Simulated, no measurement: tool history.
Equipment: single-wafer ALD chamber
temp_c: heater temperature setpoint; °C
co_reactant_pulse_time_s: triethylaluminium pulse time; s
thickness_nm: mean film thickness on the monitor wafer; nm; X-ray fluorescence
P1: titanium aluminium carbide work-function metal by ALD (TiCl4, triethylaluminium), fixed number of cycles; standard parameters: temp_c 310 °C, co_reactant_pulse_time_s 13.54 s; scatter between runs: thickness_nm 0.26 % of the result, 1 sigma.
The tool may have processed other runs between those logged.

run 1 day=0.388 | temp_c=310 co_reactant_pulse_time_s=13.54 | thickness_nm=2.0920
run 2 day=0.908 | temp_c=310 co_reactant_pulse_time_s=6.91 | thickness_nm=1.9048
run 3 day=1.417 | temp_c=322 co_reactant_pulse_time_s=17.82 | thickness_nm=2.2040
run 4 day=1.929 | temp_c=288 co_reactant_pulse_time_s=13.54 | thickness_nm=1.9025
run 5 day=2.412 | temp_c=327 co_reactant_pulse_time_s=21.30 | thickness_nm=2.2594
run 6 day=2.892 | temp_c=310 co_reactant_pulse_time_s=13.54 | thickness_nm=2.0936
run 7 day=3.508 | temp_c=310 co_reactant_pulse_time_s=13.54 | thickness_nm=2.0902
run 8 day=4.104 | temp_c=310 co_reactant_pulse_time_s=13.54 | thickness_nm=2.0861
run 9 day=4.546 | temp_c=310 co_reactant_pulse_time_s=13.54 | thickness_nm=2.0925
run 10 day=5.079 | temp_c=310 co_reactant_pulse_time_s=21.58 | thickness_nm=2.1112
run 11 day=5.633 | temp_c=334 co_reactant_pulse_time_s=13.54 | thickness_nm=2.3079
run 12 day=5.929 | temp_c=325 co_reactant_pulse_time_s=21.00 | thickness_nm=2.2307
run 13 day=6.204 | temp_c=310 co_reactant_pulse_time_s=13.54 | thickness_nm=2.0946
run 14 day=6.496 | temp_c=310 co_reactant_pulse_time_s=13.54 | thickness_nm=2.0854
run 15 day=7.038 | temp_c=310 co_reactant_pulse_time_s=13.54 | thickness_nm=2.0841
run 16 day=7.571 | temp_c=310 co_reactant_pulse_time_s=13.54 | thickness_nm=2.0628
run 17 day=8.017 | temp_c=310 co_reactant_pulse_time_s=13.54 | thickness_nm=2.0587
run 18 day=8.350 | temp_c=310 co_reactant_pulse_time_s=13.54 | thickness_nm=2.0668
run 19 day=8.796 | temp_c=310 co_reactant_pulse_time_s=13.54 | thickness_nm=2.0537
run 20 day=9.192 | temp_c=310 co_reactant_pulse_time_s=13.54 | thickness_nm=2.0600
run 21 day=9.733 | temp_c=310 co_reactant_pulse_time_s=13.54 | thickness_nm=2.0506
run 22 day=10.233 | temp_c=310 co_reactant_pulse_time_s=13.54 | thickness_nm=2.0556

The log shows P1 creeping away from where it was. Any of the 2 causes listed here, at the size stated for it, fits the log just as well as the others:
A: wafer temperature below the value expected at the setpoint (K) = 3.69
B: triethylaluminium dose below that of a fresh bottle (%) = 20.7
The gradual shift began around day 6.496.

Each of the 4 check runs below uses one wafer; its results are left as question marks. Which run tells the causes apart?
run check 1 day=10.733 | temp_c=292 co_reactant_pulse_time_s=13.54 | thickness_nm=?
run check 2 day=10.733 | temp_c=322 co_reactant_pulse_time_s=7.08 | thickness_nm=?
run check 3 day=10.733 | temp_c=331 co_reactant_pulse_time_s=13.54 | thickness_nm=?
run check 4 day=10.733 | temp_c=329 co_reactant_pulse_time_s=13.54 | thickness_nm=?

Outcome of each check run for each possible cause:
check=check_1 result=thickness_nm if_A=1.9002 if_B=1.9022
check=check_2 result=thickness_nm if_A=1.9923 if_B=1.8955
check=check_3 result=thickness_nm if_A=2.2414 if_B=2.2391
check=check_4 result=thickness_nm if_A=2.2236 if_B=2.2216
How far apart the two closest causes lie, in the result that separates them most: check 1 0.11 %; check 2 4.98 %; check 3 0.1 %; check 4 0.09 %
Check 2 distinguishes between the causes, while the remaining checks would return nearly the same result for all of them.

Check 2 was then run and gave: thickness_nm 1.8994 nm. Which cause is it?

The correct cause is B, namely: triethylaluminium dose below that of a fresh bottle (%).
